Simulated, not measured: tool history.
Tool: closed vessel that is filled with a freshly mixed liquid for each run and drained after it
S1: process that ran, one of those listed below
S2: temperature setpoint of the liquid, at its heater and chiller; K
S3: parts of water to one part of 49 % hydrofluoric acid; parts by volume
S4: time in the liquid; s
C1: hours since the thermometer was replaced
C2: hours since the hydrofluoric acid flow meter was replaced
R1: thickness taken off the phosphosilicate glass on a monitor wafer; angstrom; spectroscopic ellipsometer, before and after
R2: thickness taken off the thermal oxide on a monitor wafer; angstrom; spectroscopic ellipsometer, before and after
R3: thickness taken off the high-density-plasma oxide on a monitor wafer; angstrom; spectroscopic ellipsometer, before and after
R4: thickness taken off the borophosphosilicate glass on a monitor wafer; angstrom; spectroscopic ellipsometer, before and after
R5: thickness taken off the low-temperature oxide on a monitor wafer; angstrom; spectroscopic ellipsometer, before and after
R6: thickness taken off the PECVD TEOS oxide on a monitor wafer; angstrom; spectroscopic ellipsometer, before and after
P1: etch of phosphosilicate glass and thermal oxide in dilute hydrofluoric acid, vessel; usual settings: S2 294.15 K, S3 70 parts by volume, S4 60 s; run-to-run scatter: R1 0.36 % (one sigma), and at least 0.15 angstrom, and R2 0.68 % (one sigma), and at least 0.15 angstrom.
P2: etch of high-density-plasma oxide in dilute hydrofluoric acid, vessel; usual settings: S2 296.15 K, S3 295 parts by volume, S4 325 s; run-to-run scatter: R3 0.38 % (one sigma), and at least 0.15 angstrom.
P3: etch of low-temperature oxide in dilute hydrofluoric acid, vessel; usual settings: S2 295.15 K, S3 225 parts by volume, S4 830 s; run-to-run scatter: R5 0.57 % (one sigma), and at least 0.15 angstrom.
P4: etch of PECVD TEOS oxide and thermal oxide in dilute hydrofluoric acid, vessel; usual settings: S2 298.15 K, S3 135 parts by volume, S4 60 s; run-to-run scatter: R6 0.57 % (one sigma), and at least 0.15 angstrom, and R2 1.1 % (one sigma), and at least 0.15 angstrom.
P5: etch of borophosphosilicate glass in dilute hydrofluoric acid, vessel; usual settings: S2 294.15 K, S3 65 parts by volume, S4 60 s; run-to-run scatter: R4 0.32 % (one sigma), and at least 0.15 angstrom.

run,hour,S1,S2,S3,S4,C1,C2,R1,R2,R3,R4,R5,R6
1,6.7,P1,294.15,70,60,141.7,697.3,1548.60,37.624,,,,
2,16.6,P2,296.15,295,325,151.6,707.2,,,93.759,,,
3,26.8,P1,294.15,70,60,161.8,717.4,1540.20,37.847,,,,
4,37.1,P1,294.15,70,60,172.1,727.7,1539.20,38.154,,,,
# hour 39.7: thermometer replaced
5,47.7,P2,296.15,295,470,8.0,738.3,,,135.050,,,
6,55.6,P1,299.65,70,90,15.9,746.2,2876.70,70.977,,,,
7,65.9,P5,294.15,65,60,26.2,756.5,,,,537.98,,
8,77.3,P3,295.15,65,830,37.6,767.9,,,,,1361.70,
9,83.6,P1,294.15,115,60,43.9,774.2,884.34,22.281,,,,
10,94.9,P3,295.15,225,830,55.2,785.5,,,,,325.82,
11,105.2,P5,294.15,105,60,65.5,795.8,,,,317.81,,
12,113.4,P4,298.15,135,30,73.7,804.0,,10.095,,,,64.243
13,119.6,P1,294.15,70,60,79.9,810.2,1540.20,37.749,,,,
14,128.4,P2,296.15,425,325,88.7,819.0,,,57.811,,,
15,139.5,P1,299.65,70,60,99.8,830.1,1920.50,47.877,,,,
16,145.9,P3,290.15,225,830,106.2,836.5,,,,,270.34,
17,156.0,P1,297.65,25,60,116.3,846.6,5268.10,130.870,,,,
18,161.3,P1,290.15,70,60,121.6,851.9,1296.30,32.483,,,,
19,167.3,P4,298.15,135,60,127.6,857.9,,19.443,,,,127.730
20,178.4,P4,290.65,135,60,138.7,869.0,,14.159,,,,95.986
21,188.0,P1,290.15,120,60,148.3,878.6,719.75,17.821,,,,
22,199.1,P4,298.15,60,60,159.4,889.7,,48.332,,,,317.580
23,211.1,P3,295.15,225,830,171.4,901.7,,,,,326.29,
24,220.1,P2,303.15,295,325,180.4,910.7,,,118.410,,,
25,231.6,P1,294.15,70,90,191.9,922.2,2302.30,56.682,,,,
26,238.0,P4,298.15,135,60,198.3,928.6,,18.900,,,,130.650
27,247.3,P1,294.15,70,30,207.6,937.9,764.13,18.861,,,,
28,254.8,P1,294.15,70,60,215.1,945.4,1537.80,37.613,,,,
29,262.6,P5,300.15,65,60,222.9,953.2,,,,687.76,,
30,274.6,P5,294.15,65,30,234.9,965.2,,,,267.52,,
31,280.2,P3,295.15,225,1285,240.5,970.8,,,,,507.66,
32,286.6,P1,294.15,20,60,246.9,977.2,5712.30,141.610,,,,
33,296.0,P1,294.15,70,60,256.3,986.6,1532.10,38.346,,,,
34,305.3,P1,294.15,70,60,265.6,995.9,1476.00,36.737,,,,
35,313.3,P1,294.15,70,60,273.6,1003.9,1464.70,35.750,,,,
36,324.8,P1,294.15,70,60,285.1,1015.4,1437.50,35.192,,,,
37,331.9,P1,294.15,70,60,292.2,1022.5,1417.40,35.556,,,,
38,338.0,P1,294.15,70,60,298.3,1028.6,1415.40,34.892,,,,
39,349.8,P1,294.15,70,60,310.1,1040.4,1412.40,34.939,,,,
40,355.1,P1,294.15,70,60,315.4,1045.7,1407.10,34.740,,,,
41,367.3,P1,294.15,70,60,327.6,1057.9,1399.00,34.696,,,,
42,378.2,P1,294.15,70,60,338.5,1068.8,1399.70,34.797,,,,

What P1 gives has crept away from where it was. These 2 causes fit the log equally well, each at the size given:
A: liquid colder than its thermometer reads (K) = 2.2
B: hydrofluoric acid flow below the setpoint (%) = 8.11
The creep began at about hour 296.0.

4 check runs are offered, one wafer each, their results left as question marks. Which one tells the causes apart?
check 1,389.1,P4,291.65,135,30,,,,?,,,,?
check 2,389.1,P3,290.15,150,830,,,,,,,?,
check 3,389.1,P2,296.15,395,325,,,,,?,,,
check 4,389.1,P5,299.15,65,30,,,,,,?,,

What each check would give under each cause:
check,result,if A,if B
check 1,R2,6.8464,6.8051
check 1,R6,45.448,45.174
check 2,R5,394.81,392.39
check 3,R3,59.477,57.126
check 4,R4,301.00,299.92
How far apart the two closest causes lie, in the result that separates them most: check 1 0.6 %; check 2 0.62 %; check 3 4.03 %; check 4 0.36 %
Only check 3 tells the causes apart: in the others they would give nearly the same result.

Check 3 was then run and gave: R3 57.421 angstrom. Which cause is it?

It is B: hydrofluoric acid flow below the setpoint (%).
